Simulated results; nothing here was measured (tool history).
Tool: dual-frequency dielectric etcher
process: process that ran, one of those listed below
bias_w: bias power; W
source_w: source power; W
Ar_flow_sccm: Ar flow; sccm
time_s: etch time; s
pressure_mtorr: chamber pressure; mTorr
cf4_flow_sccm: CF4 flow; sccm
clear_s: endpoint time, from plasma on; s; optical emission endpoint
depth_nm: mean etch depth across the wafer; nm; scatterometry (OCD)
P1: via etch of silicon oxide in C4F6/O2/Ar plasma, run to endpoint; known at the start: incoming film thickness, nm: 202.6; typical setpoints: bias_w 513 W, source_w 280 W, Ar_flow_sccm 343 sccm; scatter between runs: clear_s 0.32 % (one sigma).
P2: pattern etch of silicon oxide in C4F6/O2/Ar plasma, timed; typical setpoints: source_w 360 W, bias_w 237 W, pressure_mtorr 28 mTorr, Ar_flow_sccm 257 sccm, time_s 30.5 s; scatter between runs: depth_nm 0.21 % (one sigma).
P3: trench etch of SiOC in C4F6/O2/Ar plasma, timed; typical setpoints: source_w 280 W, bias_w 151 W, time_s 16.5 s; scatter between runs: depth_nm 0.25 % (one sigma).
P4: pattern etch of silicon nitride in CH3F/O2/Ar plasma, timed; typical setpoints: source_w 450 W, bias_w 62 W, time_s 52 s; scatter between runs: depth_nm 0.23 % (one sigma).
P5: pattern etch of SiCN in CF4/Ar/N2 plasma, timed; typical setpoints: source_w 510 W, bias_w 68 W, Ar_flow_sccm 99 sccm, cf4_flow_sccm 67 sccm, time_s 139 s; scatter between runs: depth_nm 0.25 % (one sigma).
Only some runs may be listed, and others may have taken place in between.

run 1 hour=6.5 | process=P1 bias_w=513 source_w=280 Ar_flow_sccm=343 | clear_s=51.234
run 2 hour=18.2 | process=P3 bias_w=151 source_w=280 time_s=16.5 | depth_nm=28.638
run 3 hour=27.8 | process=P1 bias_w=513 source_w=390 Ar_flow_sccm=343 | clear_s=45.411
run 4 hour=39.5 | process=P2 bias_w=310 source_w=360 Ar_flow_sccm=257 time_s=30.5 pressure_mtorr=28 | depth_nm=113.05
run 5 hour=51.7 | process=P4 bias_w=62 source_w=320 time_s=52 | depth_nm=32.202
run 6 hour=57.1 | process=P2 bias_w=237 source_w=360 Ar_flow_sccm=257 time_s=30.5 pressure_mtorr=38.5 | depth_nm=99.421
run 7 hour=65.5 | process=P4 bias_w=62 source_w=450 time_s=52 | depth_nm=36.66
run 8 hour=77.5 | process=P1 bias_w=702 source_w=380 Ar_flow_sccm=343 | clear_s=40.333
-- hour=79.2 wet clean of the chamber
run 9 hour=84.1 | process=P1 bias_w=513 source_w=280 Ar_flow_sccm=269 | clear_s=49.723
run 10 hour=94 | process=P1 bias_w=513 source_w=280 Ar_flow_sccm=343 | clear_s=51.325
run 11 hour=100.2 | process=P5 bias_w=68 source_w=510 Ar_flow_sccm=99 time_s=76.5 cf4_flow_sccm=67 | depth_nm=72.954
run 12 hour=108.1 | process=P4 bias_w=62 source_w=450 time_s=65.5 | depth_nm=46.258
run 13 hour=119.1 | process=P5 bias_w=68 source_w=510 Ar_flow_sccm=134 time_s=139 cf4_flow_sccm=67 | depth_nm=125.7
run 14 hour=124.6 | process=P1 bias_w=513 source_w=280 Ar_flow_sccm=343 | clear_s=51.258
run 15 hour=135.3 | process=P2 bias_w=237 source_w=360 Ar_flow_sccm=257 time_s=30.5 pressure_mtorr=28 | depth_nm=103.42
run 16 hour=142 | process=P1 bias_w=375 source_w=280 Ar_flow_sccm=343 | clear_s=57.421
run 17 hour=149.2 | process=P1 bias_w=513 source_w=200 Ar_flow_sccm=343 | clear_s=57.688
run 18 hour=157.8 | process=P5 bias_w=68 source_w=510 Ar_flow_sccm=99 time_s=139 cf4_flow_sccm=67 | depth_nm=132.34
run 19 hour=167.3 | process=P1 bias_w=636 source_w=280 Ar_flow_sccm=343 | clear_s=47.077
run 20 hour=178.2 | process=P1 bias_w=513 source_w=280 Ar_flow_sccm=465 | clear_s=52.431
run 21 hour=184.2 | process=P5 bias_w=68 source_w=510 Ar_flow_sccm=99 time_s=139 cf4_flow_sccm=82 | depth_nm=136.27
run 22 hour=194.2 | process=P2 bias_w=237 source_w=360 Ar_flow_sccm=309 time_s=30.5 pressure_mtorr=28 | depth_nm=100.92
run 23 hour=206.1 | process=P3 bias_w=151 source_w=280 time_s=20.5 | depth_nm=35.489
run 24 hour=211.5 | process=P2 bias_w=237 source_w=360 Ar_flow_sccm=257 time_s=22 pressure_mtorr=28 | depth_nm=74.593
run 25 hour=218.4 | process=P4 bias_w=62 source_w=450 time_s=52 | depth_nm=36.691
run 26 hour=223.8 | process=P5 bias_w=68 source_w=320 Ar_flow_sccm=99 time_s=139 cf4_flow_sccm=67 | depth_nm=87.77
run 27 hour=235 | process=P4 bias_w=77 source_w=450 time_s=52 | depth_nm=39.463
run 28 hour=245.2 | process=P3 bias_w=151 source_w=360 time_s=16.5 | depth_nm=31.532
run 29 hour=257.1 | process=P1 bias_w=513 source_w=280 Ar_flow_sccm=343 | clear_s=51.121
run 30 hour=266.7 | process=P3 bias_w=190 source_w=280 time_s=16.5 | depth_nm=30.772
-- hour=269.3 source power generator calibrated
run 31 hour=276.6 | process=P2 bias_w=237 source_w=210 Ar_flow_sccm=257 time_s=30.5 pressure_mtorr=28 | depth_nm=84.222
run 32 hour=285.9 | process=P5 bias_w=44 source_w=510 Ar_flow_sccm=99 time_s=139 cf4_flow_sccm=67 | depth_nm=114.95
run 33 hour=295.3 | process=P5 bias_w=68 source_w=510 Ar_flow_sccm=99 time_s=139 cf4_flow_sccm=67 | depth_nm=132.65
run 34 hour=305.1 | process=P1 bias_w=513 source_w=390 Ar_flow_sccm=466 | clear_s=46.531
run 35 hour=310.5 | process=P1 bias_w=513 source_w=280 Ar_flow_sccm=343 | clear_s=51.102
run 36 hour=317.8 | process=P1 bias_w=513 source_w=280 Ar_flow_sccm=343 | clear_s=51.282
run 37 hour=328.7 | process=P1 bias_w=513 source_w=280 Ar_flow_sccm=343 | clear_s=51.524
run 38 hour=336.5 | process=P1 bias_w=513 source_w=280 Ar_flow_sccm=343 | clear_s=51.539
run 39 hour=343.3 | process=P1 bias_w=513 source_w=280 Ar_flow_sccm=343 | clear_s=51.743
-- hour=345.4 wet clean of the chamber
-- hour=348.5 Ar flow controller replaced
run 40 hour=353.2 | process=P1 bias_w=513 source_w=280 Ar_flow_sccm=343 | clear_s=51.796
run 41 hour=360.8 | process=P1 bias_w=513 source_w=280 Ar_flow_sccm=343 | clear_s=51.871
run 42 hour=372.5 | process=P1 bias_w=513 source_w=280 Ar_flow_sccm=343 | clear_s=51.802

Something has made what P1 gives creep away from where it was; the 2 causes below, each at its own stated size, fit the log equally well:
A: bias power that arrives under what is set, % = 4.14
B: source power that arrives under what is set, % = 4.3
At approximately hour 310.5, the process output began to creep.
Why every other cause is out:
chamber walls in a state that lowers the etch rate, %: serviced at hour 345.4, after the drift had started, without restoring the earlier output
Ar flow that arrives over what is set, %: serviced at hour 348.5, after the drift had started, without restoring the earlier output

Which of the 4 check runs listed below separates the causes, so that each cause would produce a clearly different result? Each run uses one wafer, and its results are marked with question marks.
run check 1 hour=384.2 | process=P4 bias_w=62 source_w=450 time_s=52 | depth_nm=?
run check 2 hour=384.2 | process=P5 bias_w=68 source_w=510 Ar_flow_sccm=99 time_s=139 cf4_flow_sccm=67 | depth_nm=?
run check 3 hour=384.2 | process=P3 bias_w=151 source_w=280 time_s=16.5 | depth_nm=?
run check 4 hour=384.2 | process=P2 bias_w=237 source_w=360 Ar_flow_sccm=257 time_s=30.5 pressure_mtorr=28 | depth_nm=?

What each check would give under each cause:
check=check_1 result=depth_nm if_A=36.218 if_B=36.106
check=check_2 result=depth_nm if_A=130.42 if_B=127.29
check=check_3 result=depth_nm if_A=28.236 if_B=28.124
check=check_4 result=depth_nm if_A=101.9 if_B=101.63
Distance between the nearest two causes, measured in the result of the check that separates them most: check 1 0.31 %; check 2 2.43 %; check 3 0.4 %; check 4 0.26 %
Check 2 distinguishes between the causes, while the remaining checks would return nearly the same result for all of them.

Check 2 has now been run. It gave: depth_nm 127.06 nm. Which of the candidate causes is it?

It is B: source power that arrives under what is set, %.
